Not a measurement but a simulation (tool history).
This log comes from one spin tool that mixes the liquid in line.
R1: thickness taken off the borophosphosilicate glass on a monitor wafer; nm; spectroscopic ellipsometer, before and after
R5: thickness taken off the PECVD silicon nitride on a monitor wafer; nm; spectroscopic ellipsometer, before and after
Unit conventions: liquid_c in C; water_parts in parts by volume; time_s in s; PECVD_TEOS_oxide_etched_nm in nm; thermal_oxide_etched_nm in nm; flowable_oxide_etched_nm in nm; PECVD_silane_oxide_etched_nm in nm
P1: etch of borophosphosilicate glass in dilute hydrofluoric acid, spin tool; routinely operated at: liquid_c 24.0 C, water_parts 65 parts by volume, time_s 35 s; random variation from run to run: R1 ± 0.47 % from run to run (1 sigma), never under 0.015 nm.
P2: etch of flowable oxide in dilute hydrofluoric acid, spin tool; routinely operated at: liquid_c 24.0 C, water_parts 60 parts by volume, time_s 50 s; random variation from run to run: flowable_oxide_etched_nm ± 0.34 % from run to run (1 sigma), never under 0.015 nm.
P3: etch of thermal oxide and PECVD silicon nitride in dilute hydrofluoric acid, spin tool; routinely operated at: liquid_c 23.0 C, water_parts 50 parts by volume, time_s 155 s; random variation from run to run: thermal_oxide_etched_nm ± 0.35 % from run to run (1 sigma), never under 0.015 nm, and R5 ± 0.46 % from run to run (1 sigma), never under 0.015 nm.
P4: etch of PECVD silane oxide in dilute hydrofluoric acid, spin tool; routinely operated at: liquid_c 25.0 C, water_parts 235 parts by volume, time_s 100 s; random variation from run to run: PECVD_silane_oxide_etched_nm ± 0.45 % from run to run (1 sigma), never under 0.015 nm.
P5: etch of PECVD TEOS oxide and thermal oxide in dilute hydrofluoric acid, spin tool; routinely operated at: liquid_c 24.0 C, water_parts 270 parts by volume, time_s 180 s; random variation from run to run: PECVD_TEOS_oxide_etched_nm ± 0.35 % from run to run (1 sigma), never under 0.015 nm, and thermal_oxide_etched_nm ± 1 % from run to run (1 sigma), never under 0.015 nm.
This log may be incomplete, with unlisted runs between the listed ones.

Run 1, day 0.433: process P1, liquid_c 24.0 C, water_parts 65 parts by volume, time_s 35 s. Result: R1 27.3530 nm.
Run 2, day 0.808: process P1, liquid_c 24.0 C, water_parts 65 parts by volume, time_s 35 s. Result: R1 27.2360 nm.
Run 3, day 1.229: process P5, liquid_c 24.0 C, water_parts 270 parts by volume, time_s 180 s. Result: PECVD_TEOS_oxide_etched_nm 10.1230 nm, thermal_oxide_etched_nm 2.63910 nm.
Run 4, day 1.650: process P5, liquid_c 24.0 C, water_parts 270 parts by volume, time_s 20 s. Result: PECVD_TEOS_oxide_etched_nm 1.1295 nm, thermal_oxide_etched_nm 0.30264 nm.
Run 5, day 2.375: process P1, liquid_c 24.0 C, water_parts 65 parts by volume, time_s 15 s. Result: R1 11.6980 nm.
Run 6, day 3.017: process P2, liquid_c 24.0 C, water_parts 60 parts by volume, time_s 50 s. Result: flowable_oxide_etched_nm 23.7680 nm.
Run 7, day 3.342: process P3, liquid_c 23.0 C, water_parts 50 parts by volume, time_s 155 s. Result: thermal_oxide_etched_nm 16.16900 nm, R5 4.8756 nm.
Run 8, day 4.054: process P3, liquid_c 23.0 C, water_parts 20 parts by volume, time_s 155 s. Result: thermal_oxide_etched_nm 42.05800 nm, R5 11.6650 nm.
Run 9, day 4.625: process P2, liquid_c 24.0 C, water_parts 60 parts by volume, time_s 15 s. Result: flowable_oxide_etched_nm 7.2661 nm.
Run 10, day 4.983: process P1, liquid_c 24.0 C, water_parts 95 parts by volume, time_s 35 s. Result: R1 17.8990 nm.
Run 11, day 5.479: process P2, liquid_c 24.0 C, water_parts 95 parts by volume, time_s 50 s. Result: flowable_oxide_etched_nm 14.5540 nm.
Run 12, day 6.100: process P4, liquid_c 25.0 C, water_parts 235 parts by volume, time_s 15 s. Result: PECVD_silane_oxide_etched_nm 0.90174 nm.
Run 13, day 6.650: process P2, liquid_c 29.0 C, water_parts 60 parts by volume, time_s 50 s. Result: flowable_oxide_etched_nm 29.3180 nm.
Run 14, day 7.262: process P1, liquid_c 32.5 C, water_parts 65 parts by volume, time_s 35 s. Result: R1 38.1190 nm.
Run 15, day 7.708: process P2, liquid_c 24.0 C, water_parts 60 parts by volume, time_s 50 s. Result: flowable_oxide_etched_nm 23.9700 nm.
Run 16, day 8.233: process P5, liquid_c 24.0 C, water_parts 50 parts by volume, time_s 180 s. Result: PECVD_TEOS_oxide_etched_nm 70.3910 nm, thermal_oxide_etched_nm 18.19200 nm.
Run 17, day 8.596: process P1, liquid_c 24.0 C, water_parts 65 parts by volume, time_s 35 s. Result: R1 27.1820 nm.
Run 18, day 9.304: process P1, liquid_c 17.0 C, water_parts 65 parts by volume, time_s 15 s. Result: R1 8.7131 nm.
Run 19, day 9.979: process P1, liquid_c 24.0 C, water_parts 65 parts by volume, time_s 35 s. Result: R1 27.2450 nm.
Run 20, day 10.383: process P3, liquid_c 30.5 C, water_parts 50 parts by volume, time_s 155 s. Result: thermal_oxide_etched_nm 21.93500 nm, R5 7.9510 nm.
Run 21, day 10.775: process P5, liquid_c 28.0 C, water_parts 270 parts by volume, time_s 180 s. Result: PECVD_TEOS_oxide_etched_nm 11.6910 nm, thermal_oxide_etched_nm 3.00740 nm.
At day 11.267: thermometer replaced.
Run 22, day 11.308: process P4, liquid_c 33.5 C, water_parts 235 parts by volume, time_s 100 s. Result: PECVD_silane_oxide_etched_nm 8.22190 nm.
Run 23, day 11.925: process P1, liquid_c 24.0 C, water_parts 65 parts by volume, time_s 35 s. Result: R1 27.2100 nm.

Run 24, settings as shown, results not yet in. Your forecast:
Run 24, day 12.371: process P4, liquid_c 25.0 C, water_parts 35 parts by volume, time_s 100 s. Result: PECVD_silane_oxide_etched_nm ?.

For run 24 the tool returned PECVD_silane_oxide_etched_nm 52.17800 nm.
